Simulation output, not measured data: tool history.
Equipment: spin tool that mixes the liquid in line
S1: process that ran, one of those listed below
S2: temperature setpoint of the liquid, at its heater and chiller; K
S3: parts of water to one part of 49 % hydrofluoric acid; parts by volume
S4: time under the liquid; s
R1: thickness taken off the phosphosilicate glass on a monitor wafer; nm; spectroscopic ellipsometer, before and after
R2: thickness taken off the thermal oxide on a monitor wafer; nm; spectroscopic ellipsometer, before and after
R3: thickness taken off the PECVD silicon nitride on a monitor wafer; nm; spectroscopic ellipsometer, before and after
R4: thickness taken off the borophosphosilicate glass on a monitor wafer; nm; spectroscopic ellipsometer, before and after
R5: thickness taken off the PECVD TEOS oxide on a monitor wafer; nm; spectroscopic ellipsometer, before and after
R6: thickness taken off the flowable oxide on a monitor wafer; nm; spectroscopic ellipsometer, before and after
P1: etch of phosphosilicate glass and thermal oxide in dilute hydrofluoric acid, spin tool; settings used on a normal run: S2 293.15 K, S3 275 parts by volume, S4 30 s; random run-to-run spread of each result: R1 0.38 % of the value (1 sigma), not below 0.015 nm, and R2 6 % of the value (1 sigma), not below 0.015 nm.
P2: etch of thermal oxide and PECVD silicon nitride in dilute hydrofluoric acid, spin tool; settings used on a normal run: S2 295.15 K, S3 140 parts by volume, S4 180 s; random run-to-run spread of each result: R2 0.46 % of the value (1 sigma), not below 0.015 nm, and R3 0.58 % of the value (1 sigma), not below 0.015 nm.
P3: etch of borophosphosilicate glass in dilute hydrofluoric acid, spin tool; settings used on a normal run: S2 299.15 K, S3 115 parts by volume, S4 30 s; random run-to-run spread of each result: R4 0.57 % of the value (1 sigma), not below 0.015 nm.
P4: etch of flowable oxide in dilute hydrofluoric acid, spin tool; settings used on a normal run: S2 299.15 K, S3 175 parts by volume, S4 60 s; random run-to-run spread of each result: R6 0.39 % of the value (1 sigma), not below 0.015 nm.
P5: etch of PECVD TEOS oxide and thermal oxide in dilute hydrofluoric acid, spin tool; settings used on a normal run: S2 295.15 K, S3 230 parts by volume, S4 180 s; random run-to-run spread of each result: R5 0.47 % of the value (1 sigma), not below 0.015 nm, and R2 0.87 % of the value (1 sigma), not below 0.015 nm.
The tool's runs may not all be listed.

run   hour  S1      S2   S3   S4      R1       R2      R3      R4      R5      R6
  1    7.9  P1  293.15  275   30  10.281  0.40521
  2   17.3  P1  293.15  275   55   18.96  0.69513
  3   25.5  P2  295.15   65  180           12.283  11.782
  4     33  P1  293.15  275   30  10.353  0.35739
  5   37.6  P3  299.15  115   60                           22.703
  6   45.3  P5  301.65  230  180           3.5779                  9.5732
  7   54.9  P2  295.15  140   70           2.0636   2.135
  8   62.2  P2  290.15  140  180           4.3042  3.9434
  9   68.7  P4  292.65  175   60                                           7.1835
 10   77.9  P1  293.15  275   15  5.1674  0.19313
 11   84.7  P1  293.15  275   30   10.34  0.40032
 12     94  P1  297.15  275   30  12.001  0.40925
 13  101.3  P3  299.15   40   30                           36.675
 14  107.3  P3  303.65  115   30                           13.574
 15  114.7  P4  299.15  175   15                                            2.315
 16  124.9  P3  299.15  115   30                           11.376
 17  135.1  P2  295.15  140  180           5.2687   5.575
 18  140.2  P3  299.15  115   30                           11.488
 19  149.6  P4  299.15  110   60                                           15.955
 20  157.2  P1  290.15  275   30  9.2209  0.32757
 21  164.9  P1  293.15  275   30  10.323  0.37337
 22    173  P5  295.15  230  180           2.8887                  7.5209

For run 23, what comes out?
 23  179.8  P4  299.15  175  60                       ?

Run 23 came out at R6 9.2464 nm.
